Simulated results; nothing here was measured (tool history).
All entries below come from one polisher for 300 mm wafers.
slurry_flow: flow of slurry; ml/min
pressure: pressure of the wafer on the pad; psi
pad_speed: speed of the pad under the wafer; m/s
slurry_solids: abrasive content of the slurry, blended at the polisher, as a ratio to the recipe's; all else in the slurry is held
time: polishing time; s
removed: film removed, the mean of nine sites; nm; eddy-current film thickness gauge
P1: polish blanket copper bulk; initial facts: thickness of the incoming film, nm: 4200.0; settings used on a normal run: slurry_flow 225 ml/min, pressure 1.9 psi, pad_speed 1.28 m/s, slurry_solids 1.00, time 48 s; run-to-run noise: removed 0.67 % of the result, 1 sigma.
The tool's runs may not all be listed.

run   hour  slurry_flow  pressure  pad_speed  slurry_solids  time  removed
  1   11.2          225       1.9       1.28           1.00    48   370.92
  2   19.0          225       1.9       1.28           0.70    48   342.96
  3   30.3          355       1.9       1.28           1.00    48   383.89
  4   45.5          135       1.9       1.28           1.00    48   340.27
  5   55.8          225       1.9       1.28           0.55    73   498.96
  6   65.6          135       1.9       1.76           1.00    48   469.93
  7   72.3          225       1.9       1.90           1.00    48   549.64
  8   84.7          225       1.9       1.28           1.00    48   369.12
  9   97.8          225       1.9       1.28           1.00    31   236.70
 10  105.2          225       1.9       1.28           1.00    70   535.50
 11  115.8          225       1.9       0.60           1.00    48   174.82
 12  124.1          225       1.0       1.28           1.00    48   194.06
 13  131.8          225       2.6       1.28           1.00    48   502.74
 14  139.8          225       1.9       1.28           1.00    48   366.41

Run 15 has not been measured yet. What should we expect?
 15  151.0          225       1.9       1.28           1.30    48        ?

Run 15 came out at removed 389.91 nm.

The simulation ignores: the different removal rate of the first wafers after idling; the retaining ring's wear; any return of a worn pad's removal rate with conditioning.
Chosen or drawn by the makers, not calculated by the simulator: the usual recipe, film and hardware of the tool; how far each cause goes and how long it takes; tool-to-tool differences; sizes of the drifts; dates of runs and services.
